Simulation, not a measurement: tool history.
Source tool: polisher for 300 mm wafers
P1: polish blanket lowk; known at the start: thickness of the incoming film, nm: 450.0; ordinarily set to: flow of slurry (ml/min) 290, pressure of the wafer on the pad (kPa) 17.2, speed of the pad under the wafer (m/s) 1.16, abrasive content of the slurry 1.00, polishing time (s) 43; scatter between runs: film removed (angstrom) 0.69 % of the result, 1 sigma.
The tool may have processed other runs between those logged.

| run | hour | flow of slurry (ml/min) | pressure of the wafer on the pad (kPa) | speed of the pad under the wafer (m/s) | abrasive content of the slurry | polishing time (s) | wafers polished on this pad | hours since the slurry nozzle was cleaned | hours since the head pressure was calibrated | hours since the slurry blender was calibrated | hours since the conditioning disc was replaced | film removed (angstrom) |
|---|---|---|---|---|---|---|---|---|---|---|---|---|
| 1 | 6.7 | 290 | 17.2 | 1.16 | 1.00 | 43 | 464 | 478.9 | 94.8 | 128.3 | 38.2 | 301.77 |
| 2 | 12.7 | 175 | 17.2 | 1.16 | 1.00 | 43 | 526 | 484.9 | 100.8 | 134.3 | 44.2 | 286.63 |
| 3 | 17.1 | 290 | 17.2 | 1.16 | 1.00 | 31 | 571 | 489.3 | 105.2 | 138.7 | 48.6 | 217.58 |
| 4 | 22.7 | 210 | 17.2 | 1.16 | 1.00 | 24 | 628 | 494.9 | 110.8 | 144.3 | 54.2 | 162.49 |
| 5 | 30.5 | 445 | 17.2 | 1.16 | 1.00 | 43 | 708 | 502.7 | 118.6 | 152.1 | 62.0 | 310.14 |
| 6 | 37.9 | 290 | 17.2 | 1.16 | 0.60 | 43 | 784 | 510.1 | 126.0 | 159.5 | 69.4 | 232.06 |
| 7 | 45.9 | 290 | 17.2 | 1.16 | 1.00 | 43 | 866 | 518.1 | 134.0 | 167.5 | 77.4 | 301.90 |
| 8 | 51.8 | 290 | 17.2 | 1.16 | 1.00 | 68 | 927 | 524.0 | 139.9 | 173.4 | 83.3 | 478.98 |
| 9 | 57.7 | 290 | 17.2 | 1.16 | 1.00 | 43 | 987 | 529.9 | 145.8 | 179.3 | 89.2 | 302.85 |
| 10 | 62.1 | 290 | 24.8 | 0.68 | 1.00 | 43 | 1032 | 534.3 | 150.2 | 183.7 | 93.6 | 283.83 |
| 11 | 69.6 | 290 | 17.2 | 1.16 | 1.00 | 43 | 1109 | 541.8 | 157.7 | 191.2 | 101.1 | 306.42 |
| 12 | 77.1 | 290 | 17.2 | 1.16 | 1.00 | 43 | 1186 | 549.3 | 165.2 | 198.7 | 108.6 | 303.03 |
| 13 | 84.2 | 290 | 26.2 | 1.16 | 1.00 | 43 | 1259 | 556.4 | 172.3 | 205.8 | 115.7 | 461.52 |
| 14 | 92.1 | 290 | 17.2 | 1.58 | 1.00 | 43 | 1340 | 564.3 | 180.2 | 213.7 | 123.6 | 386.33 |
| 15 | 100.0 | 290 | 17.2 | 0.54 | 1.00 | 43 | 1421 | 572.2 | 188.1 | 221.6 | 131.5 | 165.93 |
| 16 | 106.6 | 290 | 17.2 | 1.16 | 1.00 | 43 | 1489 | 578.8 | 194.7 | 228.2 | 138.1 | 303.11 |
| 17 | 113.1 | 290 | 10.3 | 1.16 | 1.00 | 43 | 1555 | 585.3 | 201.2 | 234.7 | 144.6 | 179.98 |
| 18 | 118.9 | 290 | 17.2 | 1.16 | 1.35 | 43 | 1615 | 591.1 | 207.0 | 240.5 | 150.4 | 346.35 |
| 19 | 125.2 | 290 | 17.2 | 1.16 | 1.00 | 43 | 1679 | 597.4 | 213.3 | 246.8 | 156.7 | 306.10 |
| 20 | 132.8 | 290 | 17.2 | 1.16 | 1.00 | 43 | 1757 | 605.0 | 220.9 | 254.4 | 164.3 | 293.22 |
| 21 | 138.0 | 290 | 17.2 | 1.16 | 1.00 | 43 | 1811 | 610.2 | 226.1 | 259.6 | 169.5 | 285.43 |

Expected results for the next run?
| 22 | 144.9 | 290 | 17.2 | 1.16 | 1.00 | 43 | 1881 | 617.1 | 233.0 | 266.5 | 176.4 | ? |

{"run 22": {"film removed (angstrom)": 284.04}}

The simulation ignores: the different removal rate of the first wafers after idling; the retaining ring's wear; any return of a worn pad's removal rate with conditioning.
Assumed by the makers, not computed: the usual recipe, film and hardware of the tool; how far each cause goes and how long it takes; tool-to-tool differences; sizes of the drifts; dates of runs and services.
